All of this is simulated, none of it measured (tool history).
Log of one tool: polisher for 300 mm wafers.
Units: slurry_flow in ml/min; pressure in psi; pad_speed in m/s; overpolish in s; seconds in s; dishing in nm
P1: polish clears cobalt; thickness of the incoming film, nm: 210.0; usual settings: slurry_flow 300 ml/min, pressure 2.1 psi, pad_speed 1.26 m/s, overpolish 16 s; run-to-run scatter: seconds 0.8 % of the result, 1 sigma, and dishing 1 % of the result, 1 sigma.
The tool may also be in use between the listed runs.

run   hour  slurry_flow  pressure  pad_speed  overpolish  seconds  dishing
  1    6.1          300       2.1       1.26          16   30.289   40.109
  2   13.4          300       2.1       1.26          16   29.983   40.206
  3   22.8          300       2.1       1.26          16   30.428   41.012
  4   31.2          180       1.6       1.26          16   41.882   36.780
  5   38.7          475       2.1       1.26          16   28.948   40.834
  6   44.5          300       2.1       1.26          31   30.317   44.854
  7   49.5          300       2.1       1.26          16   29.988   39.911
  8   58.2          300       2.1       1.26          16   30.454   40.625
  9   64.0          300       2.1       1.26          16   30.107   41.366
      65.7  -- slurry nozzle cleaned
 10   69.2          300       2.1       0.62          16   61.725   31.253
 11   78.0          300       2.1       1.80          16   21.263   43.470
 12   87.2          300       1.0       1.26          16   63.749   30.367
 13   96.7          300       2.1       1.26           7   30.129   29.009
 14  101.9          300       2.8       1.26          16   22.858   42.797
 15  107.3          180       2.1       1.26          16   31.796   39.807
 16  116.0          300       2.1       0.90          30   42.068   44.008
 17  125.1          300       2.1       1.26          16   30.256   40.742
 18  134.6          300       2.1       1.26          16   30.676   40.273
 19  140.4          300       2.1       1.26          16   31.101   40.438
 20  149.3          300       2.1       1.26          16   31.224   40.363
     152.8  -- head pressure recalibrated
 21  155.0          300       2.1       1.26          16   31.830   39.839
 22  159.4          300       2.1       1.26          16   31.760   39.684
 23  167.9          300       2.1       1.26          16   31.818   40.232
 24  173.6          300       2.1       1.26          16   31.513   40.344

What P1 gives has crept away from where it was. These 2 causes fit the log equally well, each at the size given:
A: slurry flow missing at the pad, % = 36.6
B: removal rate lost through wear of the pad, % = 4.95
The creep began at about hour 125.1.
Why every other cause is out:
head's pressure below its setpoint, %: serviced at hour 152.8, which brought nothing back

4 check runs are offered, each on 5 wafers whose results are averaged, their results left as question marks. Which one tells the causes apart?
check 1  179.3          185       1.5       1.26          16        ?        ?
check 2  179.3          365       1.0       1.26          16        ?        ?
check 3  179.3          300       2.1       0.70          29        ?        ?
check 4  179.3          300       1.0       1.26          16        ?        ?

What each check would give under each cause:
  check   result    if A    if B
check 1  seconds  48.431  47.046
check 1  dishing  34.773  35.203
check 2  seconds  65.197  65.766
check 2  dishing  30.194  30.051
check 3  seconds  57.272  57.273
check 3  dishing  40.395  40.395
check 4  seconds  66.817  66.818
check 4  dishing  29.788  29.788
How far apart the two closest causes lie, in the result that separates them most: check 1 2.9 %; check 2 0.87 %; check 3 0 %; check 4 0 %
Only check 1 tells the causes apart: in the others they would give nearly the same result.

Then check 1 was run and gave: seconds 48.453 s; dishing 34.694 nm. Which cause is it?

It is A: slurry flow missing at the pad, %.

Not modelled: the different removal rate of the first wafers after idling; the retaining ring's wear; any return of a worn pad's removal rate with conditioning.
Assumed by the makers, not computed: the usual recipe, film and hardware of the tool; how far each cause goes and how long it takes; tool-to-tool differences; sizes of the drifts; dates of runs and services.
